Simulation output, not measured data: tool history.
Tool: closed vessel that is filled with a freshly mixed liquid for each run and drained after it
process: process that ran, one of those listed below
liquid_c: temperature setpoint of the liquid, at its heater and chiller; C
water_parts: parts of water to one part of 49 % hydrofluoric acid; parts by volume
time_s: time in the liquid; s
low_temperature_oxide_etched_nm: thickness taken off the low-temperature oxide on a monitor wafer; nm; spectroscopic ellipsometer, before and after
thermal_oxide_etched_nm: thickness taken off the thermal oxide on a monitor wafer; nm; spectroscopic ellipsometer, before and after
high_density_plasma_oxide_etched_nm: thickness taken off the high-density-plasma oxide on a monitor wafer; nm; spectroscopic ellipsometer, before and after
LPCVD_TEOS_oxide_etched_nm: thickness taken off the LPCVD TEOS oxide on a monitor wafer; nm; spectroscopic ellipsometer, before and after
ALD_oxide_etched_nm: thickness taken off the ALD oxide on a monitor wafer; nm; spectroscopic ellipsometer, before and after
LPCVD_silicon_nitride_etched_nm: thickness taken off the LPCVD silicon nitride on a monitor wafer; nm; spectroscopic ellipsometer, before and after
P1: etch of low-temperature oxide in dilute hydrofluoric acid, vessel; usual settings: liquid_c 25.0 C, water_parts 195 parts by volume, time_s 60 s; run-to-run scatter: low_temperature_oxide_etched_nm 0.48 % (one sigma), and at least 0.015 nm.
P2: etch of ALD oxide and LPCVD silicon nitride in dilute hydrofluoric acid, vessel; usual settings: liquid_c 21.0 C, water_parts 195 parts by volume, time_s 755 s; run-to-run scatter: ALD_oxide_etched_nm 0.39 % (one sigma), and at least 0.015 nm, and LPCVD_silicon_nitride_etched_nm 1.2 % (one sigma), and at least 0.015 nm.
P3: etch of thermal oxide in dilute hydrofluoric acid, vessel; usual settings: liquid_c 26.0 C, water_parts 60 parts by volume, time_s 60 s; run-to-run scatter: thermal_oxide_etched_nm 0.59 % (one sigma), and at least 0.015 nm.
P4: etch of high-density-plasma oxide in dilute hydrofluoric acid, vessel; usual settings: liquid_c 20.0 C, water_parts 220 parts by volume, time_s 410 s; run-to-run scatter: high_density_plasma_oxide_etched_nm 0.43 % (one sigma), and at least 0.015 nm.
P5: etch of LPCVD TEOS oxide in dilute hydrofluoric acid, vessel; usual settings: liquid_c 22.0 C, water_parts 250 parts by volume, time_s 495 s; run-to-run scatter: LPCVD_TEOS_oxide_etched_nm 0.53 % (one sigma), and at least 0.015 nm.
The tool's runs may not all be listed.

run,hour,process,liquid_c,water_parts,time_s,hours since the thermometer was replaced,hours since the hydrofluoric acid flow meter was replaced,low_temperature_oxide_etched_nm,thermal_oxide_etched_nm,high_density_plasma_oxide_etched_nm,LPCVD_TEOS_oxide_etched_nm,ALD_oxide_etched_nm,LPCVD_silicon_nitride_etched_nm
1,6.6,P1,25.0,195,60,641.3,502.0,4.8061,,,,,
2,12.8,P1,25.0,195,60,647.5,508.2,4.8126,,,,,
3,18.8,P3,26.0,95,60,653.5,514.2,,3.3140,,,,
4,25.6,P1,18.5,195,100,660.3,521.0,6.2581,,,,,
5,34.7,P4,20.0,220,70,669.4,530.1,,,1.6624,,,
6,40.6,P1,25.0,285,60,675.3,536.0,3.0248,,,,,
7,49.6,P3,26.0,60,30,684.3,545.0,,2.7153,,,,
8,58.5,P5,22.0,45,495,693.2,553.9,,,,210.560,,
# hour 64.9: hydrofluoric acid flow meter replaced
9,68.7,P2,21.0,355,755,703.4,3.8,,,,,22.385,0.97092
10,79.4,P1,25.0,85,60,714.1,14.5,12.5290,,,,,
11,84.8,P3,26.0,60,60,719.5,19.9,,5.4781,,,,
12,91.2,P4,20.0,220,410,725.9,26.3,,,9.7141,,,
13,99.4,P2,21.0,195,335,734.1,34.5,,,,,20.936,0.76991
14,110.4,P1,17.5,195,60,745.1,45.5,3.6567,,,,,
15,119.7,P2,21.0,195,755,754.4,54.8,,,,,47.143,1.68420
16,130.6,P2,21.0,195,755,765.3,65.7,,,,,47.350,1.73340
17,137.3,P5,30.5,250,495,772.0,72.4,,,,40.790,,
18,142.1,P3,20.5,60,60,776.8,77.2,,4.3789,,,,
19,151.5,P1,25.0,195,60,786.2,86.6,4.7946,,,,,
20,159.4,P4,20.0,380,410,794.1,94.5,,,4.8632,,,
21,165.3,P4,24.0,220,410,800.0,100.4,,,11.2000,,,
22,171.9,P1,25.0,195,120,806.6,107.0,9.6247,,,,,
23,182.1,P5,22.0,250,495,816.8,117.2,,,,30.427,,
24,189.8,P4,20.0,220,410,824.5,124.9,,,9.6835,,,
25,198.9,P1,25.0,195,30,833.6,134.0,2.4250,,,,,
26,204.5,P5,22.0,250,845,839.2,139.6,,,,51.358,,
27,213.7,P5,22.0,250,495,848.4,148.8,,,,30.046,,
28,220.6,P1,25.0,195,60,855.3,155.7,4.8217,,,,,
29,231.5,P1,25.0,195,60,866.2,166.6,4.8391,,,,,
30,239.4,P2,29.0,195,755,874.1,174.5,,,,,63.027,2.88070
31,246.4,P1,29.5,195,30,881.1,181.5,2.8598,,,,,
32,252.8,P1,30.5,195,60,887.5,187.9,5.8886,,,,,
33,261.9,P1,25.0,195,60,896.6,197.0,4.8056,,,,,
34,271.0,P1,25.0,195,60,905.7,206.1,4.8148,,,,,
35,279.3,P1,25.0,195,60,914.0,214.4,4.6744,,,,,
36,289.7,P1,25.0,195,60,924.4,224.8,4.6270,,,,,
37,299.4,P1,25.0,195,60,934.1,234.5,4.5107,,,,,
38,308.9,P1,25.0,195,60,943.6,244.0,4.5655,,,,,

Forecast run 39:
39,317.8,P1,25.0,195,60,952.5,252.9,?,,,,,

{"run 39": {"low_temperature_oxide_etched_nm": 4.5169}}

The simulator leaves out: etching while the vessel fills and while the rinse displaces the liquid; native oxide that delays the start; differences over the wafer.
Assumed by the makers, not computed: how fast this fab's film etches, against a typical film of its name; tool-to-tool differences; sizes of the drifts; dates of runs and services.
